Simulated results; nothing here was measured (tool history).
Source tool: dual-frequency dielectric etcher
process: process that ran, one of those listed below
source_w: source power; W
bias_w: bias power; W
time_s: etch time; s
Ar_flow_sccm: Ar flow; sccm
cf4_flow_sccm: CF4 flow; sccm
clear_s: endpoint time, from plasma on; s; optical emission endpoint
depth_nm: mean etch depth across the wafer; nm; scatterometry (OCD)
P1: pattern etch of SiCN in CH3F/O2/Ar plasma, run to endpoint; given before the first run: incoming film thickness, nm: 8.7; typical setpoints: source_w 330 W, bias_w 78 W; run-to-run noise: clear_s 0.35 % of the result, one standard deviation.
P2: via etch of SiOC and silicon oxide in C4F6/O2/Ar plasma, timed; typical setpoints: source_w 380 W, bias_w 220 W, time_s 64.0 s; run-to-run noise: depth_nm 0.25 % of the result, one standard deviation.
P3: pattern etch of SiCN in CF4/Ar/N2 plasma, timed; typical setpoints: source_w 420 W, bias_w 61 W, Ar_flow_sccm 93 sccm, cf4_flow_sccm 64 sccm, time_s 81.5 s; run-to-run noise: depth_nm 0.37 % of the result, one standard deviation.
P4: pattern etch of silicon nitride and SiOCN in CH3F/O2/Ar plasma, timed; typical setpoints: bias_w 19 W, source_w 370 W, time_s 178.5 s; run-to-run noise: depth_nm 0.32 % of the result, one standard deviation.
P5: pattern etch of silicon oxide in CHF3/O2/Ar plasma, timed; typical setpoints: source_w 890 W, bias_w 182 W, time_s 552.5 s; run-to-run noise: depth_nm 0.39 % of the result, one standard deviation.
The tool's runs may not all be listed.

Run 1, hour 4.9: process P1, source_w 330 W, bias_w 78 W. Result: clear_s 24.616 s.
Run 2, hour 12.5: process P2, source_w 380 W, bias_w 276 W, time_s 64.0 s. Result: depth_nm 80.373 nm.
Run 3, hour 20.0: process P1, source_w 400 W, bias_w 103 W. Result: clear_s 20.511 s.
Run 4, hour 23.6: process P1, source_w 330 W, bias_w 78 W. Result: clear_s 24.349 s.
Run 5, hour 29.7: process P3, source_w 420 W, bias_w 61 W, time_s 81.5 s, Ar_flow_sccm 65 sccm, cf4_flow_sccm 64 sccm. Result: depth_nm 66.203 nm.
Run 6, hour 34.4: process P5, source_w 890 W, bias_w 182 W, time_s 552.5 s. Result: depth_nm 1239.700 nm.
Run 7, hour 37.7: process P1, source_w 330 W, bias_w 59 W. Result: clear_s 26.912 s.
Run 8, hour 41.3: process P2, source_w 380 W, bias_w 220 W, time_s 64.0 s. Result: depth_nm 74.143 nm.
Run 9, hour 44.9: process P1, source_w 330 W, bias_w 78 W. Result: clear_s 24.437 s.
Run 10, hour 50.9: process P1, source_w 420 W, bias_w 48 W. Result: clear_s 26.103 s.
Run 11, hour 56.1: process P1, source_w 330 W, bias_w 78 W. Result: clear_s 24.408 s.
Run 12, hour 59.5: process P3, source_w 310 W, bias_w 61 W, time_s 81.5 s, Ar_flow_sccm 93 sccm, cf4_flow_sccm 64 sccm. Result: depth_nm 48.102 nm.
Run 13, hour 66.7: process P3, source_w 420 W, bias_w 77 W, time_s 81.5 s, Ar_flow_sccm 93 sccm, cf4_flow_sccm 64 sccm. Result: depth_nm 68.530 nm.
Run 14, hour 71.5: process P3, source_w 420 W, bias_w 61 W, time_s 81.5 s, Ar_flow_sccm 93 sccm, cf4_flow_sccm 45 sccm. Result: depth_nm 59.136 nm.
Run 15, hour 78.6: process P3, source_w 420 W, bias_w 61 W, time_s 120.0 s, Ar_flow_sccm 93 sccm, cf4_flow_sccm 64 sccm. Result: depth_nm 92.368 nm.
Run 16, hour 82.3: process P1, source_w 250 W, bias_w 78 W. Result: clear_s 27.063 s.
Run 17, hour 86.7: process P5, source_w 890 W, bias_w 139 W, time_s 552.5 s. Result: depth_nm 1136.800 nm.
Run 18, hour 90.9: process P5, source_w 720 W, bias_w 182 W, time_s 552.5 s. Result: depth_nm 1139.100 nm.
Run 19, hour 97.9: process P1, source_w 270 W, bias_w 51 W. Result: clear_s 30.459 s.
Run 20, hour 103.1: process P4, source_w 370 W, bias_w 19 W, time_s 238.5 s. Result: depth_nm 29.748 nm.
Run 21, hour 107.4: process P4, source_w 370 W, bias_w 19 W, time_s 178.5 s. Result: depth_nm 22.266 nm.
Run 22, hour 112.7: process P1, source_w 400 W, bias_w 78 W. Result: clear_s 22.643 s.
Run 23, hour 116.8: process P1, source_w 330 W, bias_w 102 W. Result: clear_s 21.997 s.
Run 24, hour 124.1: process P4, source_w 370 W, bias_w 11 W, time_s 178.5 s. Result: depth_nm 17.795 nm.
Run 25, hour 131.4: process P2, source_w 380 W, bias_w 220 W, time_s 64.0 s. Result: depth_nm 74.200 nm.
Run 26, hour 135.7: process P5, source_w 890 W, bias_w 182 W, time_s 716.5 s. Result: depth_nm 1612.900 nm.
Run 27, hour 142.1: process P2, source_w 540 W, bias_w 220 W, time_s 64.0 s. Result: depth_nm 85.012 nm.
Run 28, hour 148.6: process P4, source_w 460 W, bias_w 19 W, time_s 178.5 s. Result: depth_nm 24.026 nm.
Run 29, hour 154.9: process P1, source_w 330 W, bias_w 78 W. Result: clear_s 24.381 s.
Run 30, hour 160.5: process P5, source_w 890 W, bias_w 182 W, time_s 552.5 s. Result: depth_nm 1232.900 nm.
Run 31, hour 166.5: process P3, source_w 420 W, bias_w 61 W, time_s 81.5 s, Ar_flow_sccm 93 sccm, cf4_flow_sccm 64 sccm. Result: depth_nm 62.922 nm.
Run 32, hour 171.4: process P1, source_w 330 W, bias_w 78 W. Result: clear_s 24.460 s.
Run 33, hour 178.1: process P2, source_w 380 W, bias_w 220 W, time_s 93.5 s. Result: depth_nm 108.190 nm.
Run 34, hour 181.8: process P1, source_w 330 W, bias_w 78 W. Result: clear_s 24.346 s.
Run 35, hour 186.1: process P1, source_w 330 W, bias_w 78 W. Result: clear_s 24.501 s.
Run 36, hour 189.8: process P1, source_w 330 W, bias_w 78 W. Result: clear_s 24.507 s.
Run 37, hour 193.4: process P1, source_w 330 W, bias_w 78 W. Result: clear_s 24.554 s.
At hour 198.8: wet clean of the chamber.
Run 38, hour 200.1: process P1, source_w 330 W, bias_w 78 W. Result: clear_s 24.716 s.
Run 39, hour 205.5: process P1, source_w 330 W, bias_w 78 W. Result: clear_s 24.733 s.
Run 40, hour 210.3: process P1, source_w 330 W, bias_w 78 W. Result: clear_s 24.856 s.
Run 41, hour 216.3: process P1, source_w 330 W, bias_w 78 W. Result: clear_s 24.955 s.

What P1 gives has crept off from where it sat before. The 2 causes that follow fit the log equally well, each at the size noted:
A: source power that arrives under what is set, % = 4.62
B: bias power that arrives under what is set, % = 4.74
The process output started creeping at around hour 181.8.
All other causes, with the reason each is excluded:
chamber walls in a state that lowers the etch rate, %: serviced at hour 198.8, after the drift had started, without restoring the earlier output

Of the 4 check runs below, each run on 2 wafers with the results averaged and each result still a question mark, which one would tell the listed causes apart?
Run check 1, hour 222.3: process P5, source_w 890 W, bias_w 182 W, time_s 552.5 s. Result: depth_nm ?.
Run check 2, hour 222.3: process P4, source_w 370 W, bias_w 19 W, time_s 178.5 s. Result: depth_nm ?.
Run check 3, hour 222.3: process P2, source_w 380 W, bias_w 220 W, time_s 64.0 s. Result: depth_nm ?.
Run check 4, hour 222.3: process P3, source_w 420 W, bias_w 61 W, time_s 81.5 s, Ar_flow_sccm 93 sccm, cf4_flow_sccm 64 sccm. Result: depth_nm ?.

If the cause were each of the candidates in turn, the checks would give the following:
  check    result      if A      if B
check 1  depth_nm  1212.500  1215.500
check 2  depth_nm    21.920    21.825
check 3  depth_nm    72.859    72.992
check 4  depth_nm    60.312    61.863
Per check, the gap between the least separated pair of causes, taken in the result that splits them most: check 1 0.24 %; check 2 0.44 %; check 3 0.18 %; check 4 2.54 %
Only in check 4 would the causes give clearly different results; in the remaining checks their results would be nearly the same.

Then check 4 was run and gave: depth_nm 59.995 nm. Which cause is it?

It is A: source power that arrives under what is set, %.

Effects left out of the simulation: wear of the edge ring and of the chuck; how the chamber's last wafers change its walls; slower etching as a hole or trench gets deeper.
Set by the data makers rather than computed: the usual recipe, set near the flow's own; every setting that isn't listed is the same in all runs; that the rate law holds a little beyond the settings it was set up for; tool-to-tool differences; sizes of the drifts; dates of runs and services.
